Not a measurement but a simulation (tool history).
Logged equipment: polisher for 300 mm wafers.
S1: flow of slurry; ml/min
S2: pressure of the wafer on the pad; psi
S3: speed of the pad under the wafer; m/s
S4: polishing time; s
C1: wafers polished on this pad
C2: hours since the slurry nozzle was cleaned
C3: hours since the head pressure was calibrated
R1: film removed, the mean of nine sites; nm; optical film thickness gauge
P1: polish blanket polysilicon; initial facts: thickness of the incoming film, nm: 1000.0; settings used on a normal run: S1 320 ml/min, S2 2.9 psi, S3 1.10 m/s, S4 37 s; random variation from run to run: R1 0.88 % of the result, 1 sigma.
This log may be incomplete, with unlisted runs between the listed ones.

run	hour	S1	S2	S3	S4	C1	C2	C3	R1
1	9.6	320	2.9	1.10	37	363	390.9	510.6	293.06
2	21.4	320	2.9	1.10	19	525	402.7	522.4	151.67
3	31.0	190	2.9	1.10	37	657	412.3	532.0	274.61
# hour 37.0: head pressure recalibrated
4	42.0	320	2.9	1.10	57	808	423.3	5.0	455.29
5	60.2	320	2.9	1.10	37	1058	441.5	23.2	290.77
6	71.1	480	2.9	1.10	37	1207	452.4	34.1	303.39
7	80.7	205	3.8	1.10	37	1339	462.0	43.7	367.17
8	91.6	320	2.9	0.52	37	1489	472.9	54.6	136.76
9	107.1	320	2.9	1.46	19	1702	488.4	70.1	201.99
10	124.9	320	2.9	1.60	37	1946	506.2	87.9	420.94
11	134.0	320	1.9	1.38	37	2071	515.3	97.0	239.86
12	152.3	320	1.5	1.10	37	2322	533.6	115.3	151.71
13	168.6	320	2.9	1.10	37	2546	549.9	131.6	295.03
14	185.1	320	3.8	1.10	37	2772	566.4	148.1	388.10
15	200.1	320	2.9	1.10	37	2978	581.4	163.1	294.21
16	216.0	320	2.9	1.10	37	3196	597.3	179.0	294.68
17	227.9	320	2.9	1.10	37	3360	609.2	190.9	292.57
18	240.5	320	2.9	1.10	37	3533	621.8	203.5	290.02
19	252.0	320	2.9	1.10	37	3690	633.3	215.0	289.70
20	267.0	320	2.9	1.10	37	3896	648.3	230.0	285.54
21	277.4	320	2.9	1.10	37	4039	658.7	240.4	281.00
# hour 283.9: head pressure recalibrated
22	291.8	320	2.9	1.10	37	4237	673.1	8.0	280.10

For run 23, what comes out?
23	309.3	320	2.9	1.10	37	4477	690.6	25.5	?

R1: 283.73 nm

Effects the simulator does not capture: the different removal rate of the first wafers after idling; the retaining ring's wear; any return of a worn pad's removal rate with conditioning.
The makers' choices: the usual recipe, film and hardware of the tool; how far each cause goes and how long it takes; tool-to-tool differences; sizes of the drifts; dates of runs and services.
